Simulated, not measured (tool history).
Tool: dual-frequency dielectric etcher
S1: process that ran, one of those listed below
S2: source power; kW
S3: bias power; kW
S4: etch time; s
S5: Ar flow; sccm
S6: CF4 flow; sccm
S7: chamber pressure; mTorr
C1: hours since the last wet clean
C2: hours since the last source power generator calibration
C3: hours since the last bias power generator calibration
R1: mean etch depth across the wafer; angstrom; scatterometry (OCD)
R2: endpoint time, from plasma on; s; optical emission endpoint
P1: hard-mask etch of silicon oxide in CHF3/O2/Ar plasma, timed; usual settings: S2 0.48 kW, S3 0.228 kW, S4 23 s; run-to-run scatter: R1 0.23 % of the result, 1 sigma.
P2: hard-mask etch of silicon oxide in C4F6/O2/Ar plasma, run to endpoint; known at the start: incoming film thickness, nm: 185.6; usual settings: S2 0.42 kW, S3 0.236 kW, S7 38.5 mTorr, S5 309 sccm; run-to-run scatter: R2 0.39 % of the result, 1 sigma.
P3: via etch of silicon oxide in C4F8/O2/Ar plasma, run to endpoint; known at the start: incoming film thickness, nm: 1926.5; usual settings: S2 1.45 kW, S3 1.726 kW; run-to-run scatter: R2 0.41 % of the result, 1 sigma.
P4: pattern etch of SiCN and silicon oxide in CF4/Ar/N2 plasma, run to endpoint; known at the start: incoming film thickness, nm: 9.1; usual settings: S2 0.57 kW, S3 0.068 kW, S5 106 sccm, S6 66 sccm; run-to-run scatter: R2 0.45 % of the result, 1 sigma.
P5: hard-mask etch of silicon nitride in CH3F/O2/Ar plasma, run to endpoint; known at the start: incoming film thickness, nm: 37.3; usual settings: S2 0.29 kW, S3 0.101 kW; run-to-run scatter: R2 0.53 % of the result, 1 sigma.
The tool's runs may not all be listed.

run 1 hour=5.4 | S1=P1 S2=0.48 S3=0.228 S4=23 | C1=273.3 C2=2214.8 C3=1926.9 | R1=428.03
run 2 hour=10.8 | S1=P1 S2=0.66 S3=0.228 S4=23 | C1=278.7 C2=2220.2 C3=1932.3 | R1=481.46
run 3 hour=15.5 | S1=P4 S2=0.57 S3=0.068 S5=106 S6=66 | C1=283.4 C2=2224.9 C3=1937 | R2=9.2703
run 4 hour=19.3 | S1=P3 S2=1.45 S3=1.726 | C1=287.2 C2=2228.7 C3=1940.8 | R2=453.95
run 5 hour=23.5 | S1=P2 S2=0.42 S3=0.236 S5=309 S7=38.5 | C1=291.4 C2=2232.9 C3=1945 | R2=53.449
run 6 hour=27.9 | S1=P3 S2=1.74 S3=1.726 | C1=295.8 C2=2237.3 C3=1949.4 | R2=417.19
run 7 hour=31.1 | S1=P2 S2=0.42 S3=0.236 S5=309 S7=38.5 | C1=299 C2=2240.5 C3=1952.6 | R2=53.854
run 8 hour=37.3 | S1=P1 S2=0.48 S3=0.154 S4=23 | C1=305.2 C2=2246.7 C3=1958.8 | R1=373.76
run 9 hour=41.6 | S1=P1 S2=0.48 S3=0.228 S4=23 | C1=309.5 C2=2251 C3=1963.1 | R1=426.46
run 10 hour=44.5 | S1=P5 S2=0.29 S3=0.075 | C1=312.4 C2=2253.9 C3=1966 | R2=61.595
run 11 hour=48.4 | S1=P1 S2=0.48 S3=0.228 S4=23 | C1=316.3 C2=2257.8 C3=1969.9 | R1=428.14
run 12 hour=51.7 | S1=P2 S2=0.42 S3=0.236 S5=205 S7=38.5 | C1=319.6 C2=2261.1 C3=1973.2 | R2=51.172
run 13 hour=54.5 | S1=P4 S2=0.57 S3=0.068 S5=106 S6=78 | C1=322.4 C2=2263.9 C3=1976 | R2=9.1175
run 14 hour=58.2 | S1=P1 S2=0.48 S3=0.284 S4=23 | C1=326.1 C2=2267.6 C3=1979.7 | R1=463.09
run 15 hour=63.1 | S1=P4 S2=0.57 S3=0.068 S5=145 S6=66 | C1=331 C2=2272.5 C3=1984.6 | R2=9.8091
run 16 hour=69.3 | S1=P1 S2=0.37 S3=0.228 S4=23 | C1=337.2 C2=2278.7 C3=1990.8 | R1=389.3
run 17 hour=74.2 | S1=P2 S2=0.42 S3=0.236 S5=309 S7=28.5 | C1=342.1 C2=2283.6 C3=1995.7 | R2=51.465
run 18 hour=77.6 | S1=P4 S2=0.57 S3=0.048 S5=106 S6=66 | C1=345.5 C2=2287 C3=1999.1 | R2=10.468
run 19 hour=80.8 | S1=P3 S2=1.45 S3=2.373 | C1=348.7 C2=2290.2 C3=2002.3 | R2=414.49
run 20 hour=84.6 | S1=P2 S2=0.54 S3=0.236 S5=309 S7=38.5 | C1=352.5 C2=2294 C3=2006.1 | R2=48.75
run 21 hour=90.2 | S1=P1 S2=0.48 S3=0.228 S4=16 | C1=358.1 C2=2299.6 C3=2011.7 | R1=298.12
run 22 hour=94.5 | S1=P1 S2=0.48 S3=0.228 S4=32 | C1=362.4 C2=2303.9 C3=2016 | R1=595.32
run 23 hour=99.5 | S1=P4 S2=0.57 S3=0.068 S5=106 S6=66 | C1=367.4 C2=2308.9 C3=2021 | R2=9.2596
run 24 hour=105.1 | S1=P5 S2=0.29 S3=0.101 | C1=373 C2=2314.5 C3=2026.6 | R2=54.604
run 25 hour=109 | S1=P1 S2=0.48 S3=0.175 S4=29.5 | C1=376.9 C2=2318.4 C3=2030.5 | R1=500.01
run 26 hour=112.7 | S1=P1 S2=0.6 S3=0.152 S4=23 | C1=380.6 C2=2322.1 C3=2034.2 | R1=407.45
run 27 hour=117.1 | S1=P2 S2=0.42 S3=0.139 S5=309 S7=38.5 | C1=385 C2=2326.5 C3=2038.6 | R2=63.328
run 28 hour=122.9 | S1=P4 S2=0.71 S3=0.068 S5=106 S6=66 | C1=390.8 C2=2332.3 C3=2044.4 | R2=7.7608
run 29 hour=126.3 | S1=P5 S2=0.29 S3=0.101 | C1=394.2 C2=2335.7 C3=2047.8 | R2=54.458
run 30 hour=131.6 | S1=P1 S2=0.48 S3=0.228 S4=23 | C1=399.5 C2=2341 C3=2053.1 | R1=430.41
run 31 hour=137.9 | S1=P5 S2=0.4 S3=0.101 | C1=405.8 C2=2347.3 C3=2059.4 | R2=49.058
run 32 hour=142.3 | S1=P1 S2=0.35 S3=0.228 S4=13.5 | C1=410.2 C2=2351.7 C3=2063.8 | R1=222.75
run 33 hour=147.1 | S1=P1 S2=0.48 S3=0.228 S4=23 | C1=415 C2=2356.5 C3=2068.6 | R1=427.26
run 34 hour=152.8 | S1=P1 S2=0.48 S3=0.228 S4=23 | C1=420.7 C2=2362.2 C3=2074.3 | R1=431.29
run 35 hour=158.7 | S1=P1 S2=0.48 S3=0.228 S4=23 | C1=426.6 C2=2368.1 C3=2080.2 | R1=434.12
run 36 hour=164.6 | S1=P1 S2=0.48 S3=0.228 S4=23 | C1=432.5 C2=2374 C3=2086.1 | R1=433.27
run 37 hour=170.3 | S1=P1 S2=0.48 S3=0.228 S4=23 | C1=438.2 C2=2379.7 C3=2091.8 | R1=433.29
run 38 hour=174.7 | S1=P1 S2=0.48 S3=0.228 S4=23 | C1=442.6 C2=2384.1 C3=2096.2 | R1=434.22
run 39 hour=180.8 | S1=P1 S2=0.48 S3=0.228 S4=23 | C1=448.7 C2=2390.2 C3=2102.3 | R1=435.12
-- hour=184.5 wet clean of the chamber
run 40 hour=185.5 | S1=P1 S2=0.48 S3=0.228 S4=23 | C1=1 C2=2394.9 C3=2107 | R1=433.9
run 41 hour=190.3 | S1=P1 S2=0.48 S3=0.228 S4=23 | C1=5.8 C2=2399.7 C3=2111.8 | R1=435.1
run 42 hour=193.8 | S1=P1 S2=0.48 S3=0.228 S4=23 | C1=9.3 C2=2403.2 C3=2115.3 | R1=435.63
run 43 hour=197.3 | S1=P1 S2=0.48 S3=0.228 S4=23 | C1=12.8 C2=2406.7 C3=2118.8 | R1=434.85

Run 44 comes next. What will it give?
run 44 hour=200.3 | S1=P1 S2=0.48 S3=0.228 S4=23 | C1=15.8 C2=2409.7 C3=2121.8 | R1=?

Run 44 gave R1 434.5 angstrom.
